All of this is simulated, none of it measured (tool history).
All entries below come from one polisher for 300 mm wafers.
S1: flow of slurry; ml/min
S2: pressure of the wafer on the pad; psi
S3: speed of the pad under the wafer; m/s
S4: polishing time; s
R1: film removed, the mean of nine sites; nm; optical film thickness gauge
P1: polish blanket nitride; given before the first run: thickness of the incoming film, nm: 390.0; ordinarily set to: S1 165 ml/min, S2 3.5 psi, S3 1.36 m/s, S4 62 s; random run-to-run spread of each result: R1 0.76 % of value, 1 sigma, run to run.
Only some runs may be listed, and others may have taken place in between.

run	hour	S1	S2	S3	S4	R1
1	15.9	165	3.5	1.36	62	155.16
2	31.1	165	3.5	2.16	62	227.64
3	42.8	165	3.5	1.36	62	157.45
4	53.2	205	3.5	1.36	45	118.77
5	64.3	165	3.5	1.36	62	158.17
6	75.4	100	3.5	1.36	62	143.01
7	84.8	165	5.1	1.68	62	267.78
8	97.2	165	3.5	0.62	62	83.79
9	109.7	215	3.5	1.36	62	163.47
10	123.8	165	1.6	1.36	62	71.673
11	135.9	165	3.5	1.36	87	220.62
12	143.8	165	3.5	1.36	62	155.76
# hour 149.3: head pressure recalibrated
13	156.5	165	4.8	1.36	62	216.92
14	172.2	165	3.5	1.36	28	70.826
15	183.1	165	3.5	1.36	62	156.06
16	198.5	165	3.5	1.36	62	152.9
17	208.2	165	3.5	1.36	62	152.99
# hour 212.8: worn pad replaced by a new one
18	221.2	165	3.5	1.36	62	149.03

Run 19 has not been measured yet. What should we expect?
19	236.3	165	3.5	1.36	62	?

R1: 149.98 nm
